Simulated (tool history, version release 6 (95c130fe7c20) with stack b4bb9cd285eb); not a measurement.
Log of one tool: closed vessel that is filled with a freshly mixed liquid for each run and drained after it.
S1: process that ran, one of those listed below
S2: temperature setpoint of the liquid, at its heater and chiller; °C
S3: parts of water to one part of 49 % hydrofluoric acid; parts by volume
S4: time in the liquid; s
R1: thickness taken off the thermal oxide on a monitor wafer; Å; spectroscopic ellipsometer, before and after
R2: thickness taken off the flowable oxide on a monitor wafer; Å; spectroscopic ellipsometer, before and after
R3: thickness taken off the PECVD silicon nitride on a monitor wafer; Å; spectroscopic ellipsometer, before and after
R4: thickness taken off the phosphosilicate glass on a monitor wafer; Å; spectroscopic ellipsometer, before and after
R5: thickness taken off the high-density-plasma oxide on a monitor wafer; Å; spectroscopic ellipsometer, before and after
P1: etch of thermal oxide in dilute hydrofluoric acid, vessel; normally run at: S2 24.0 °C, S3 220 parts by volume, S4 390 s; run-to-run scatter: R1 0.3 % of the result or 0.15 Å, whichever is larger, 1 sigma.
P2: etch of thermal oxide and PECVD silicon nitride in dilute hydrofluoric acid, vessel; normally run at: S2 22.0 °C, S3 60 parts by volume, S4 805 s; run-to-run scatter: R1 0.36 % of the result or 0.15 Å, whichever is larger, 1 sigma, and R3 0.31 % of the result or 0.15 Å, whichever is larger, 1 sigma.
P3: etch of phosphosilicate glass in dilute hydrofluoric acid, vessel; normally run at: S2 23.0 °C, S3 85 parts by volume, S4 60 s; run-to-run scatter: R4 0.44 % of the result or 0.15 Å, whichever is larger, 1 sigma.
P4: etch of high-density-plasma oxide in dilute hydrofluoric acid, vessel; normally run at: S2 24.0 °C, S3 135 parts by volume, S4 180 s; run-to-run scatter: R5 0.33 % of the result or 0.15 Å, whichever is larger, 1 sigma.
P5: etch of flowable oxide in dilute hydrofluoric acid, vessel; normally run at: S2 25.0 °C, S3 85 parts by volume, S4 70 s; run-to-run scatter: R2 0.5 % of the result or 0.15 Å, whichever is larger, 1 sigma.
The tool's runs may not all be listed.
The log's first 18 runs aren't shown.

{"run": 19, "day": 6.879, "S1": "P1", "S2": 17.5, "S3": 125, "S4": 390, "R1": 110.0}
{"run": 20, "day": 7.271, "S1": "P3", "S2": 29.5, "S3": 85, "S4": 60, "R4": 757.95}
{"run": 21, "day": 7.579, "S1": "P1", "S2": 17.0, "S3": 220, "S4": 120, "R1": 17.101}
{"run": 22, "day": 8.075, "S1": "P2", "S2": 22.0, "S3": 20, "S4": 805, "R1": 1820.7, "R3": 650.68}
{"run": 23, "day": 8.325, "S1": "P4", "S2": 30.0, "S3": 135, "S4": 180, "R5": 92.281}
{"run": 24, "day": 8.6, "S1": "P1", "S2": 17.0, "S3": 220, "S4": 390, "R1": 56.423}
{"run": 25, "day": 8.933, "S1": "P5", "S2": 33.0, "S3": 85, "S4": 70, "R2": 638.93}
{"run": 26, "day": 9.2, "S1": "P3", "S2": 23.0, "S3": 85, "S4": 30, "R4": 295.36}
{"run": 27, "day": 9.488, "S1": "P5", "S2": 25.0, "S3": 85, "S4": 70, "R2": 464.1}
{"run": 28, "day": 9.988, "S1": "P4", "S2": 24.0, "S3": 135, "S4": 350, "R5": 143.17}

Forecast run 29:
{"run": 29, "day": 10.412, "S1": "P1", "S2": 24.0, "S3": 220, "S4": 390, "R1": "?"}

{"run 29": {"R1": 72.847}}

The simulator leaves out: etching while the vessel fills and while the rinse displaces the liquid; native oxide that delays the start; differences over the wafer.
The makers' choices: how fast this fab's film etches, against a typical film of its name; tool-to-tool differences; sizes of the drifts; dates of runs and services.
